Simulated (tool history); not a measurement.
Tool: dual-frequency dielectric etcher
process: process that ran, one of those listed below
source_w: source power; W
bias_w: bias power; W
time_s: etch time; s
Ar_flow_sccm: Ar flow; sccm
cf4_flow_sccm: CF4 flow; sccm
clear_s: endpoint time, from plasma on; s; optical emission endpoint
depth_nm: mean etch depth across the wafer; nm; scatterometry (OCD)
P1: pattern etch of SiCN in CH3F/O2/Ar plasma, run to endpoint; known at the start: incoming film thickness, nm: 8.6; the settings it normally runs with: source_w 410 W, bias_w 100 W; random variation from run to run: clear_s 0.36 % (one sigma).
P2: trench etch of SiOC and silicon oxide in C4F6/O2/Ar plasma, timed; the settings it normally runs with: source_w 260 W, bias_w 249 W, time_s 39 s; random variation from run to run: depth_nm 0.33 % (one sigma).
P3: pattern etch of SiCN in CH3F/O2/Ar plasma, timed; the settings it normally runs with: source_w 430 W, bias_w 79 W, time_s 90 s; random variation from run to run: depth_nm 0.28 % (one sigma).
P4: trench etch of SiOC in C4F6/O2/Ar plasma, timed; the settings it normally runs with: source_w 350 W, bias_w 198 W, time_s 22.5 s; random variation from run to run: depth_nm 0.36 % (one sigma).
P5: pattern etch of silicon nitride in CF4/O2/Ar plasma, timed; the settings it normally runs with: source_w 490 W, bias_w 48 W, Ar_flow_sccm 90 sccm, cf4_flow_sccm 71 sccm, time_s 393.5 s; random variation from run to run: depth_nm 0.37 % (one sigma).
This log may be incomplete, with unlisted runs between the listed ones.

| run | hour | process | source_w | bias_w | time_s | Ar_flow_sccm | cf4_flow_sccm | hours since the last wet clean | hours since the last source power generator calibration | hours since the last bias power generator calibration | clear_s | depth_nm |
|---|---|---|---|---|---|---|---|---|---|---|---|---|
| 1 | 2.9 | P1 | 410 | 100 |  |  |  | 172.7 | 741.5 | 1233.5 | 20.576 |  |
| 2 | 7.7 | P3 | 430 | 79 | 90 |  |  | 177.5 | 746.3 | 1238.3 |  | 35.705 |
| 3 | 13.8 | P2 | 260 | 166 | 39 |  |  | 183.6 | 752.4 | 1244.4 |  | 64.146 |
| 4 | 19.4 | P5 | 490 | 48 | 393.5 | 58 | 71 | 189.2 | 758 | 1250 |  | 744.22 |
| 5 | 23.1 | P1 | 410 | 100 |  |  |  | 192.9 | 761.7 | 1253.7 | 20.635 |  |
| 6 | 28.5 | P4 | 350 | 198 | 16.5 |  |  | 198.3 | 767.1 | 1259.1 |  | 34.196 |
| 7 | 33.4 | P1 | 540 | 100 |  |  |  | 203.2 | 772 | 1264 | 18.634 |  |
| 8 | 39.5 | P1 | 410 | 100 |  |  |  | 209.3 | 778.1 | 1270.1 | 20.584 |  |
| 9 | 45.5 | P3 | 430 | 61 | 90 |  |  | 215.3 | 784.1 | 1276.1 |  | 32.683 |
| 10 | 49.2 | P1 | 480 | 131 |  |  |  | 219 | 787.8 | 1279.8 | 17.473 |  |
| 11 | 53.8 | P5 | 670 | 48 | 393.5 | 90 | 71 | 223.6 | 792.4 | 1284.4 |  | 918.72 |
| 12 | 59.1 | P5 | 490 | 59 | 393.5 | 90 | 71 | 228.9 | 797.7 | 1289.7 |  | 763.05 |
| 13 | 63.8 | P2 | 260 | 249 | 29 |  |  | 233.6 | 802.4 | 1294.4 |  | 54.694 |
| 14 | 70.1 | P4 | 350 | 281 | 22.5 |  |  | 239.9 | 808.7 | 1300.7 |  | 52.595 |
| 15 | 76 | P3 | 430 | 79 | 124 |  |  | 245.8 | 814.6 | 1306.6 |  | 49.333 |
| 16 | 81.2 | P4 | 440 | 198 | 22.5 |  |  | 251 | 819.8 | 1311.8 |  | 51.069 |
| 17 | 85.1 | P1 | 340 | 100 |  |  |  | 254.9 | 823.7 | 1315.7 | 22.137 |  |
| 18 | 90.5 | P1 | 410 | 65 |  |  |  | 260.3 | 829.1 | 1321.1 | 24.073 |  |
| 19 | 95.5 | P4 | 350 | 198 | 22.5 |  |  | 265.3 | 834.1 | 1326.1 |  | 46.655 |
| 20 | 99.6 | P1 | 410 | 100 |  |  |  | 269.4 | 838.2 | 1330.2 | 20.665 |  |
| 21 | 103.8 | P3 | 610 | 79 | 90 |  |  | 273.6 | 842.4 | 1334.4 |  | 40.736 |
| 22 | 109 | P2 | 260 | 249 | 39 |  |  | 278.8 | 847.6 | 1339.6 |  | 73.345 |
| 23 | 113.4 | P5 | 490 | 48 | 393.5 | 90 | 71 | 283.2 | 852 | 1344 |  | 706.37 |
| 24 | 117.6 | P4 | 350 | 198 | 22.5 |  |  | 287.4 | 856.2 | 1348.2 |  | 46.873 |
| 25 | 121.6 | P1 | 410 | 125 |  |  |  | 291.4 | 860.2 | 1352.2 | 19.02 |  |
| 26 | 125 | P1 | 270 | 76 |  |  |  | 294.8 | 863.6 | 1355.6 | 26.72 |  |
| 27 | 130.1 | P1 | 410 | 100 |  |  |  | 299.9 | 868.7 | 1360.7 | 20.665 |  |
| 28 | 136.1 | P2 | 330 | 249 | 39 |  |  | 305.9 | 874.7 | 1366.7 |  | 80.512 |
|  | 137.7 | bias power generator calibrated |
| 29 | 139.4 | P5 | 490 | 48 | 393.5 | 90 | 48 | 309.2 | 878 | 1.8 |  | 666.69 |
| 30 | 145.5 | P3 | 430 | 79 | 90 |  |  | 315.3 | 884.1 | 7.9 |  | 35.861 |
| 31 | 151.1 | P5 | 490 | 48 | 393.5 | 90 | 71 | 320.9 | 889.7 | 13.5 |  | 702.34 |
| 32 | 154.2 | P1 | 410 | 100 |  |  |  | 324 | 892.8 | 16.6 | 20.689 |  |
| 33 | 159.5 | P5 | 490 | 48 | 494 | 90 | 71 | 329.3 | 898.1 | 21.9 |  | 889.57 |
| 34 | 162.6 | P1 | 410 | 100 |  |  |  | 332.4 | 901.2 | 25 | 20.594 |  |
| 35 | 169 | P1 | 410 | 100 |  |  |  | 338.8 | 907.6 | 31.4 | 20.803 |  |
| 36 | 174.8 | P1 | 410 | 100 |  |  |  | 344.6 | 913.4 | 37.2 | 20.901 |  |
| 37 | 181.2 | P1 | 410 | 100 |  |  |  | 351 | 919.8 | 43.6 | 21.026 |  |
|  | 181.4 | wet clean of the chamber |
| 38 | 186.4 | P1 | 410 | 100 |  |  |  | 5.1 | 925 | 48.8 | 21.036 |  |
| 39 | 192 | P1 | 410 | 100 |  |  |  | 10.7 | 930.6 | 54.4 | 20.917 |  |
| 40 | 195.2 | P1 | 410 | 100 |  |  |  | 13.9 | 933.8 | 57.6 | 21.105 |  |
| 41 | 199 | P1 | 410 | 100 |  |  |  | 17.7 | 937.6 | 61.4 | 21.132 |  |
| 42 | 202.6 | P1 | 410 | 100 |  |  |  | 21.3 | 941.2 | 65 | 20.884 |  |
| 43 | 205.9 | P1 | 410 | 100 |  |  |  | 24.6 | 944.5 | 68.3 | 20.968 |  |
| 44 | 210.4 | P1 | 410 | 100 |  |  |  | 29.1 | 949 | 72.8 | 21.032 |  |

What P1 gives has crept off from where it sat before. The 2 causes that follow fit the log equally well, each at the size noted:
A: source power that arrives under what is set, % = 4.73
B: bias power that arrives under what is set, % = 4.65
The process output started creeping at around hour 162.6.
All other causes, with the reason each is excluded:
chamber walls in a state that lowers the etch rate, %: serviced at hour 181.4, after the change had begun; the process did not return to its earlier output

4 check runs are offered, each on 2 wafers whose results are averaged, their results left as question marks. Which one tells the causes apart?
| check 1 | 214.9 | P4 | 350 | 198 | 22.5 |  |  |  |  |  |  | ? |
| check 2 | 214.9 | P5 | 490 | 48 | 393.5 | 90 | 71 |  |  |  |  | ? |
| check 3 | 214.9 | P3 | 430 | 79 | 90 |  |  |  |  |  |  | ? |
| check 4 | 214.9 | P2 | 260 | 249 | 39 |  |  |  |  |  |  | ? |

Predicted outcomes, by check and by cause:
| check | result | if A | if B |
|---|---|---|---|
| check 1 | depth_nm | 45.883 | 46.032 |
| check 2 | depth_nm | 675.51 | 691.84 |
| check 3 | depth_nm | 35.114 | 35.154 |
| check 4 | depth_nm | 72.211 | 72.347 |
Per check, the gap between the least separated pair of causes, taken in the result that splits them most: check 1 0.32 %; check 2 2.39 %; check 3 0.11 %; check 4 0.19 %
Of the check runs offered, only check 2 discriminates between the causes; the rest would read about the same regardless of which cause applies.

Here is what check 2 returned: depth_nm 690.54 nm. Which cause is it?

The cause is B: bias power that arrives under what is set, %.

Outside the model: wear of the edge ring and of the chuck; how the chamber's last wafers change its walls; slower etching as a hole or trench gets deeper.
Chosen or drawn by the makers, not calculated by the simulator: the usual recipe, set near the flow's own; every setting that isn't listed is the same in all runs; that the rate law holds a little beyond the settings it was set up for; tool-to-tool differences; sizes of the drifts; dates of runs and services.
